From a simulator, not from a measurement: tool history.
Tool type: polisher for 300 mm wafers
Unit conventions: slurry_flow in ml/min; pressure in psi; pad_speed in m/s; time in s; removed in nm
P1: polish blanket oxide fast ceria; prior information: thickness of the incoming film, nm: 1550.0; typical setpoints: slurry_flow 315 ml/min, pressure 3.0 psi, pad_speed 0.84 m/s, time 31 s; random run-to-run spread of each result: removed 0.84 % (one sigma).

| run | hour | slurry_flow | pressure | pad_speed | time | removed |
|---|---|---|---|---|---|---|
| 1 | 8.5 | 315 | 3.0 | 0.84 | 31 | 379.40 |
| 2 | 16.8 | 315 | 3.0 | 1.10 | 44 | 710.91 |
| 3 | 24.0 | 190 | 3.0 | 0.84 | 23 | 266.43 |
| 4 | 40.0 | 220 | 3.0 | 0.84 | 41 | 487.10 |
| 5 | 49.5 | 315 | 1.4 | 0.84 | 31 | 175.12 |
| 6 | 63.4 | 315 | 3.0 | 0.84 | 31 | 384.55 |
| 7 | 70.5 | 315 | 3.0 | 0.84 | 31 | 380.34 |
| 8 | 79.2 | 395 | 3.0 | 0.84 | 31 | 387.79 |
| 9 | 88.9 | 315 | 3.0 | 0.84 | 31 | 381.08 |
| 10 | 100.3 | 315 | 3.0 | 0.84 | 31 | 384.87 |
| 11 | 115.2 | 315 | 4.1 | 0.84 | 31 | 518.28 |
| 12 | 131.2 | 190 | 3.0 | 0.84 | 31 | 357.43 |
|  | 139.8 | slurry nozzle cleaned |
| 13 | 143.1 | 315 | 3.0 | 1.12 | 31 | 505.76 |
| 14 | 150.8 | 315 | 3.0 | 0.84 | 31 | 377.63 |
| 15 | 158.7 | 315 | 3.0 | 0.84 | 47 | 578.91 |
| 16 | 170.1 | 315 | 3.0 | 0.44 | 31 | 199.36 |
| 17 | 177.6 | 315 | 3.0 | 0.84 | 16 | 194.29 |
| 18 | 185.3 | 315 | 3.0 | 0.84 | 31 | 373.42 |
| 19 | 198.4 | 315 | 3.0 | 0.84 | 31 | 379.90 |
| 20 | 207.1 | 315 | 3.0 | 0.84 | 31 | 376.18 |
| 21 | 218.5 | 315 | 3.0 | 0.84 | 31 | 374.67 |
| 22 | 228.5 | 315 | 3.0 | 0.84 | 31 | 364.14 |
| 23 | 241.7 | 315 | 3.0 | 0.84 | 31 | 368.00 |
| 24 | 257.0 | 315 | 3.0 | 0.84 | 31 | 359.59 |
| 25 | 264.0 | 315 | 3.0 | 0.84 | 31 | 364.83 |
| 26 | 277.6 | 315 | 3.0 | 0.84 | 31 | 370.63 |
|  | 278.2 | head pressure recalibrated |
| 27 | 286.5 | 315 | 3.0 | 0.84 | 31 | 361.90 |
| 28 | 296.7 | 315 | 3.0 | 0.84 | 31 | 363.80 |
| 29 | 305.6 | 315 | 3.0 | 0.84 | 31 | 364.51 |

P1 has crept away from where it was. The log is fitted equally well by each of these 2 causes, at the sizes shown:
A: slurry flow missing at the pad, % = 34.2
B: removal rate lost through wear of the pad, % = 4.32
The process output started creeping at around hour 198.4.
Why every other cause is out:
head's pressure below its setpoint, %: work on it at hour 278.2, done after the drift set in, did not restore what the process gave before

Consider the 4 check runs below, whose results appear as question marks and each of which averages 5 wafers. Which one distinguishes the causes, in that each cause would give it a clearly different result?
| check 1 | 314.5 | 315 | 1.4 | 0.50 | 31 | ? |
| check 2 | 314.5 | 315 | 2.0 | 0.84 | 18 | ? |
| check 3 | 314.5 | 315 | 3.0 | 0.84 | 46 | ? |
| check 4 | 314.5 | 190 | 3.0 | 0.84 | 41 | ? |

Predicted outcomes, by check and by cause:
| check | result | if A | if B |
|---|---|---|---|
| check 1 | removed | 101.01 | 101.01 |
| check 2 | removed | 140.77 | 140.77 |
| check 3 | removed | 539.62 | 539.61 |
| check 4 | removed | 442.83 | 454.88 |
Distance between the nearest two causes, measured in the result of the check that separates them most: check 1 0 %; check 2 0 %; check 3 0 %; check 4 2.68 %
Only in check 4 would the causes give clearly different results; in the remaining checks their results would be nearly the same.

Here is what check 4 returned: removed 454.56 nm. Which cause is it?

The cause is B: removal rate lost through wear of the pad, %.

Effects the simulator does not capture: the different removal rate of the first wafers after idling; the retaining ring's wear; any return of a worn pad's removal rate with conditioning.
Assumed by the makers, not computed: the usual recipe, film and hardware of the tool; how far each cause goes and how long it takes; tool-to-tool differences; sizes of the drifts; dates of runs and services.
